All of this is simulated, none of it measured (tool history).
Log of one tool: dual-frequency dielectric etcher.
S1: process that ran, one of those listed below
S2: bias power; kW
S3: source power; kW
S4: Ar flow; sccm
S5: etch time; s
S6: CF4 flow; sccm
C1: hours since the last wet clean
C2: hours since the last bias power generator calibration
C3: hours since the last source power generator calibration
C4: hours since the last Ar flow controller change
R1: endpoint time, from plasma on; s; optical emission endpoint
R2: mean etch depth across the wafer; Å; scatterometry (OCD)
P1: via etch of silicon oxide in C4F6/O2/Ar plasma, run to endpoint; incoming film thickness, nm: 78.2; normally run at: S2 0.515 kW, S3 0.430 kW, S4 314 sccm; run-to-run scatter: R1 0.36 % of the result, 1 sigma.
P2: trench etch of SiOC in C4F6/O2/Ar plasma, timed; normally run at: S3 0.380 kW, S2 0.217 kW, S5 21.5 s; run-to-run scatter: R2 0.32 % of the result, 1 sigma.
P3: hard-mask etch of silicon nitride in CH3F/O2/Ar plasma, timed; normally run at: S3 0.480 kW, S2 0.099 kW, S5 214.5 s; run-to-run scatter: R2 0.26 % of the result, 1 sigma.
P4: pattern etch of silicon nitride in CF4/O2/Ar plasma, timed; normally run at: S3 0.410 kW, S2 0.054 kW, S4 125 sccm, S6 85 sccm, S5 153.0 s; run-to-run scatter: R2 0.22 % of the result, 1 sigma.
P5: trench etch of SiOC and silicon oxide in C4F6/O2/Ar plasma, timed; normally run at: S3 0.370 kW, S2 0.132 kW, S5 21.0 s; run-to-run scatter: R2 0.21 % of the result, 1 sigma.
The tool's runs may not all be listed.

Run 1, hour 10.4: S1 P1, S2 0.515 kW, S3 0.430 kW, S4 314 sccm; C1 89.6; C2 564.3; C3 2690.7; C4 2987.9. Result: R1 16.685 s.
Run 2, hour 20.9: S1 P5, S2 0.132 kW, S3 0.370 kW, S5 28.0 s; C1 100.1; C2 574.8; C3 2701.2; C4 2998.4. Result: R2 490.75 Å.
Run 3, hour 28.1: S1 P3, S2 0.072 kW, S3 0.480 kW, S5 214.5 s; C1 107.3; C2 582.0; C3 2708.4; C4 3005.6. Result: R2 1627.50 Å.
Run 4, hour 38.5: S1 P5, S2 0.162 kW, S3 0.370 kW, S5 21.0 s; C1 117.7; C2 592.4; C3 2718.8; C4 3016.0. Result: R2 392.62 Å.
Run 5, hour 52.7: S1 P4, S2 0.039 kW, S3 0.410 kW, S4 125 sccm, S5 153.0 s, S6 85 sccm; C1 131.9; C2 606.6; C3 2733.0; C4 3030.2. Result: R2 2035.60 Å.
At hour 60.4: wet clean of the chamber.
Run 6, hour 67.7: S1 P2, S2 0.217 kW, S3 0.380 kW, S5 12.0 s; C1 7.4; C2 621.6; C3 2748.0; C4 3045.2. Result: R2 272.80 Å.
Run 7, hour 75.3: S1 P1, S2 0.515 kW, S3 0.570 kW, S4 314 sccm; C1 15.0; C2 629.2; C3 2755.6; C4 3052.8. Result: R1 15.080 s.
Run 8, hour 84.2: S1 P4, S2 0.054 kW, S3 0.530 kW, S4 125 sccm, S5 153.0 s, S6 85 sccm; C1 23.9; C2 638.1; C3 2764.5; C4 3061.7. Result: R2 2884.70 Å.
Run 9, hour 90.9: S1 P2, S2 0.297 kW, S3 0.380 kW, S5 21.5 s; C1 30.6; C2 644.8; C3 2771.2; C4 3068.4. Result: R2 538.28 Å.
Run 10, hour 103.1: S1 P1, S2 0.663 kW, S3 0.430 kW, S4 314 sccm; C1 42.8; C2 657.0; C3 2783.4; C4 3080.6. Result: R1 15.135 s.
Run 11, hour 115.2: S1 P1, S2 0.515 kW, S3 0.580 kW, S4 223 sccm; C1 54.9; C2 669.1; C3 2795.5; C4 3092.7. Result: R1 14.334 s.
Run 12, hour 123.7: S1 P1, S2 0.515 kW, S3 0.270 kW, S4 314 sccm; C1 63.4; C2 677.6; C3 2804.0; C4 3101.2. Result: R1 19.868 s.
Run 13, hour 133.3: S1 P1, S2 0.515 kW, S3 0.430 kW, S4 218 sccm; C1 73.0; C2 687.2; C3 2813.6; C4 3110.8. Result: R1 15.992 s.
Run 14, hour 141.3: S1 P2, S2 0.217 kW, S3 0.220 kW, S5 21.5 s; C1 81.0; C2 695.2; C3 2821.6; C4 3118.8. Result: R2 395.40 Å.
Run 15, hour 152.7: S1 P3, S2 0.099 kW, S3 0.480 kW, S5 214.5 s; C1 92.4; C2 706.6; C3 2833.0; C4 3130.2. Result: R2 1829.00 Å.
Run 16, hour 161.4: S1 P5, S2 0.132 kW, S3 0.370 kW, S5 21.0 s; C1 101.1; C2 715.3; C3 2841.7; C4 3138.9. Result: R2 368.55 Å.
Run 17, hour 172.0: S1 P2, S2 0.217 kW, S3 0.380 kW, S5 21.5 s; C1 111.7; C2 725.9; C3 2852.3; C4 3149.5. Result: R2 487.87 Å.
Run 18, hour 181.1: S1 P3, S2 0.099 kW, S3 0.480 kW, S5 214.5 s; C1 120.8; C2 735.0; C3 2861.4; C4 3158.6. Result: R2 1820.90 Å.
Run 19, hour 188.4: S1 P1, S2 0.515 kW, S3 0.430 kW, S4 314 sccm; C1 128.1; C2 742.3; C3 2868.7; C4 3165.9. Result: R1 16.742 s.
Run 20, hour 195.6: S1 P3, S2 0.099 kW, S3 0.670 kW, S5 214.5 s; C1 135.3; C2 749.5; C3 2875.9; C4 3173.1. Result: R2 2063.10 Å.
Run 21, hour 210.8: S1 P3, S2 0.099 kW, S3 0.480 kW, S5 283.0 s; C1 150.5; C2 764.7; C3 2891.1; C4 3188.3. Result: R2 2408.10 Å.
Run 22, hour 222.8: S1 P4, S2 0.054 kW, S3 0.410 kW, S4 125 sccm, S5 224.0 s, S6 85 sccm; C1 162.5; C2 776.7; C3 2903.1; C4 3200.3. Result: R2 3368.30 Å.

The next listed run, before its measurement:
Run 23, hour 233.6: S1 P1, S2 0.515 kW, S3 0.430 kW, S4 314 sccm; C1 173.3; C2 787.5; C3 2913.9; C4 3211.1. Result: R1 ?.

R1: 16.712 s

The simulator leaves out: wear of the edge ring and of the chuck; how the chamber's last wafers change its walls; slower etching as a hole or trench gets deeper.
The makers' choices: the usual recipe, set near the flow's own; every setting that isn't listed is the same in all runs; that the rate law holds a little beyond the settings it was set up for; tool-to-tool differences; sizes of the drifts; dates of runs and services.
